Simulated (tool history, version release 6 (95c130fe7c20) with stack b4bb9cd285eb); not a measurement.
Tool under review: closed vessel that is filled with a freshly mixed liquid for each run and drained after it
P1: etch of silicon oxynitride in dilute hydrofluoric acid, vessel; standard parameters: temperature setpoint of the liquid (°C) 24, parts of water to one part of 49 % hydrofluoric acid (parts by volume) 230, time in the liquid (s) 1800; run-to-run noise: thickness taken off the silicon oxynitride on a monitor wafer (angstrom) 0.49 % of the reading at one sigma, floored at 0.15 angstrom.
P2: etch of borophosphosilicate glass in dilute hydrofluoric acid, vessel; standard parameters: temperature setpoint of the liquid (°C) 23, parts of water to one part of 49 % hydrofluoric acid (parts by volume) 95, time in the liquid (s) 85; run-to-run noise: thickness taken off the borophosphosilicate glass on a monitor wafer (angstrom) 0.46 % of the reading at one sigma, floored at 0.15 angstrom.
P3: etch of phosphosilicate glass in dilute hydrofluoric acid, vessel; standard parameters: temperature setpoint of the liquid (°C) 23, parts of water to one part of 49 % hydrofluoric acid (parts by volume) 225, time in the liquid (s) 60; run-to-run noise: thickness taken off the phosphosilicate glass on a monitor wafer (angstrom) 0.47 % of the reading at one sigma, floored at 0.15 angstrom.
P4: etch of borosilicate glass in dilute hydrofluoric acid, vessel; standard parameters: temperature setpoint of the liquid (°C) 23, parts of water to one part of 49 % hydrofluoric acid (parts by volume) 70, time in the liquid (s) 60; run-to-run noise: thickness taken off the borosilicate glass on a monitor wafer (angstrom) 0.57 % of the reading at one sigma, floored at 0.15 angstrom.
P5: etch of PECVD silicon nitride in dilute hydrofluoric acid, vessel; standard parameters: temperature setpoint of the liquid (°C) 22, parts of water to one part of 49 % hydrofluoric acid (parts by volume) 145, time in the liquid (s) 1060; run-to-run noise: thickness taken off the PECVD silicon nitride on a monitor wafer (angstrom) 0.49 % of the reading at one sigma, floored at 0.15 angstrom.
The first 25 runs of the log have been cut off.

run     day  process that ran  temperature setpoint of the liquid (°C)  parts of water to one part of 49 % hydrofluoric acid (parts by volume)  time in the liquid (s)  thickness taken off the silicon oxynitride on a monitor wafer (angstrom)  thickness taken off the borophosphosilicate glass on a monitor wafer (angstrom)  thickness taken off the PECVD silicon nitride on a monitor wafer (angstrom)  thickness taken off the phosphosilicate glass on a monitor wafer (angstrom)  thickness taken off the borosilicate glass on a monitor wafer (angstrom)
 26  13.904                P2                                       23                                                                      95                     160                                                                                                                                                     488.87
 27  14.592                P1                                       28                                                                     230                    3220                                                                    675.17
 28  14.942                P1                                       24                                                                     230                    1800                                                                    315.01
 29  15.329                P1                                       24                                                                     230                    1800                                                                    316.45
 30  15.717                P1                                       24                                                                     230                    1800                                                                    324.11
 31   16.25                P1                                       24                                                                     230                    1800                                                                    327.97
 32  16.746                P1                                       24                                                                     230                    1800                                                                     334.6
 33  17.279                P1                                       24                                                                     230                    1800                                                                    336.38
 34  17.808                P1                                       24                                                                     230                    1800                                                                    337.11
 35  18.325                P1                                       24                                                                     230                    1800                                                                    339.56
 36  18.846                P1                                       24                                                                     230                    1800                                                                    342.06

For run 37, what comes out?
 37  19.525                P1                                       24                                                                     230                    1800                                                                         ?

Run 37 came out at thickness taken off the silicon oxynitride on a monitor wafer (angstrom) 343.27.

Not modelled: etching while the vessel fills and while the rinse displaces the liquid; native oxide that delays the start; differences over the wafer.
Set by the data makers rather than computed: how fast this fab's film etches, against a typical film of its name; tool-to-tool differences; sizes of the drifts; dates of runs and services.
